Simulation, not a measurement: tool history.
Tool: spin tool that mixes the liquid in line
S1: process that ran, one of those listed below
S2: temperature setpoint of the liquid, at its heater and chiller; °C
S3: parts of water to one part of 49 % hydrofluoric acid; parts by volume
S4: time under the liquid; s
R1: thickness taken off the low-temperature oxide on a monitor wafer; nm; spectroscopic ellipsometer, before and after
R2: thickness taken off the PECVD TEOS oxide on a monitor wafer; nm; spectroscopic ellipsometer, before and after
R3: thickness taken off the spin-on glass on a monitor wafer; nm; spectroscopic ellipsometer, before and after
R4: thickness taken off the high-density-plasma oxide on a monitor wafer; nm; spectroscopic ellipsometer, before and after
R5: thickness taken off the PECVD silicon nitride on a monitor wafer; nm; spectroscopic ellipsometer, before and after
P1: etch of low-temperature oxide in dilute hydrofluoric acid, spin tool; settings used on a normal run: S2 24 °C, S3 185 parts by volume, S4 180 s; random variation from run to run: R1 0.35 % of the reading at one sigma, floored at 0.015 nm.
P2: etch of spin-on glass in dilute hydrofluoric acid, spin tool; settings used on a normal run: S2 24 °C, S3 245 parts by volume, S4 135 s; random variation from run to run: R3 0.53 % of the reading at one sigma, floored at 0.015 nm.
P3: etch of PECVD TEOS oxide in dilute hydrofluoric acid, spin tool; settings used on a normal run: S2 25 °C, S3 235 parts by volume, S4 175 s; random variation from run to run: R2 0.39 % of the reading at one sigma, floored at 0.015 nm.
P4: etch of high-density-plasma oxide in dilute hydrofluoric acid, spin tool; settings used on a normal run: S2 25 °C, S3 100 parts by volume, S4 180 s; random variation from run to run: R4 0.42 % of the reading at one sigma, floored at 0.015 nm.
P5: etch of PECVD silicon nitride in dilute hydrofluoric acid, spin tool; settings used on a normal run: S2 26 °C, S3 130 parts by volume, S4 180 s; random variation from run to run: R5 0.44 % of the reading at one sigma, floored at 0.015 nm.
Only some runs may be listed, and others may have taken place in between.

run 1 hour=5.3 | S1=P1 S2=24 S3=185 S4=180 | R1=22.159
run 2 hour=10.5 | S1=P3 S2=25 S3=235 S4=175 | R2=18.87
run 3 hour=16.8 | S1=P1 S2=24 S3=185 S4=80 | R1=9.8054
run 4 hour=23.1 | S1=P2 S2=24 S3=70 S4=135 | R3=82.381
run 5 hour=27.8 | S1=P1 S2=24 S3=185 S4=290 | R1=35.825
run 6 hour=32.1 | S1=P3 S2=25 S3=235 S4=175 | R2=18.813
run 7 hour=38.4 | S1=P1 S2=24 S3=65 S4=180 | R1=72.643
run 8 hour=44.1 | S1=P3 S2=25 S3=235 S4=80 | R2=8.7212
run 9 hour=50.4 | S1=P1 S2=24 S3=185 S4=180 | R1=22.245
run 10 hour=56 | S1=P3 S2=29 S3=235 S4=175 | R2=21.74
run 11 hour=59.7 | S1=P1 S2=24 S3=325 S4=180 | R1=10.903
run 12 hour=62.8 | S1=P2 S2=24 S3=245 S4=75 | R3=10.674
run 13 hour=68 | S1=P1 S2=17 S3=185 S4=180 | R1=16.914
run 14 hour=71.1 | S1=P4 S2=18 S3=100 S4=180 | R4=9.6896
run 15 hour=76.9 | S1=P3 S2=25 S3=420 S4=175 | R2=8.9105
run 16 hour=80.1 | S1=P5 S2=33.5 S3=130 S4=180 | R5=8.43
run 17 hour=83.4 | S1=P4 S2=25 S3=150 S4=180 | R4=8.1381
run 18 hour=90 | S1=P2 S2=17 S3=245 S4=135 | R3=14.857
run 19 hour=96.5 | S1=P1 S2=29.5 S3=185 S4=180 | R1=27.056
run 20 hour=102.9 | S1=P2 S2=24 S3=245 S4=135 | R3=19.245
run 21 hour=108.2 | S1=P4 S2=25 S3=100 S4=180 | R4=13.135
run 22 hour=112.8 | S1=P5 S2=26 S3=220 S4=180 | R5=3.1311
run 23 hour=118.4 | S1=P1 S2=24 S3=185 S4=180 | R1=22.225
run 24 hour=121.7 | S1=P5 S2=26 S3=130 S4=180 | R5=5.3359
run 25 hour=127.6 | S1=P1 S2=24 S3=185 S4=180 | R1=22.169
run 26 hour=133.6 | S1=P1 S2=19 S3=330 S4=180 | R1=9.001
run 27 hour=136.8 | S1=P1 S2=20 S3=45 S4=180 | R1=91.622
run 28 hour=141.6 | S1=P5 S2=26 S3=130 S4=325 | R5=9.5733
run 29 hour=146.5 | S1=P4 S2=25 S3=100 S4=50 | R4=3.6335
run 30 hour=150.8 | S1=P1 S2=18 S3=310 S4=180 | R1=9.3921
run 31 hour=155.4 | S1=P1 S2=24 S3=185 S4=180 | R1=22.18
run 32 hour=160.7 | S1=P1 S2=24 S3=185 S4=180 | R1=22.302
run 33 hour=164.2 | S1=P1 S2=24 S3=185 S4=180 | R1=21.75
run 34 hour=168.5 | S1=P1 S2=24 S3=185 S4=180 | R1=21.103
run 35 hour=172.7 | S1=P1 S2=24 S3=185 S4=180 | R1=21.014
run 36 hour=179.3 | S1=P1 S2=24 S3=185 S4=180 | R1=20.586
run 37 hour=183.9 | S1=P1 S2=24 S3=185 S4=180 | R1=20.435
run 38 hour=189.1 | S1=P1 S2=24 S3=185 S4=180 | R1=20.437
run 39 hour=193.2 | S1=P1 S2=24 S3=185 S4=180 | R1=20.484
run 40 hour=198.4 | S1=P1 S2=24 S3=185 S4=180 | R1=20.312
run 41 hour=201.9 | S1=P1 S2=24 S3=185 S4=180 | R1=20.381
run 42 hour=205.3 | S1=P1 S2=24 S3=185 S4=180 | R1=20.269

P1 no longer gives what it gave before; its output has crept away from where it was. The following 2 causes, each at its listed size, fit the log equally well:
A: hydrofluoric acid flow below the setpoint (%) = 6.89
B: liquid colder than its thermometer reads (K) = 2.29
The process output started creeping at around hour 160.7.

Consider the 4 single-wafer check runs listed below, results given as question marks: which one distinguishes between the causes by giving clearly different results for each?
run check 1 hour=208.7 | S1=P2 S2=24 S3=245 S4=135 | R3=?
run check 2 hour=208.7 | S1=P4 S2=25 S3=100 S4=180 | R4=?
run check 3 hour=208.7 | S1=P3 S2=25 S3=235 S4=175 | R2=?
run check 4 hour=208.7 | S1=P5 S2=26 S3=130 S4=180 | R5=?

If the cause were each of the candidates in turn, the checks would give the following:
check=check_1 result=R3 if_A=17.559 if_B=17.673
check=check_2 result=R4 if_A=11.974 if_B=11.853
check=check_3 result=R2 if_A=17.302 if_B=17.419
check=check_4 result=R5 if_A=4.9395 if_B=4.5745
Separation of the two closest causes in each check, using whichever result separates them best: check 1 0.65 %; check 2 1.02 %; check 3 0.67 %; check 4 7.68 %
The other checks would show nearly matching results whichever cause is true, so check 4 is the only one that separates the causes.

After running check 4, the following was obtained: R5 4.9425 nm. Which cause does this point to?

The cause is A: hydrofluoric acid flow below the setpoint (%).
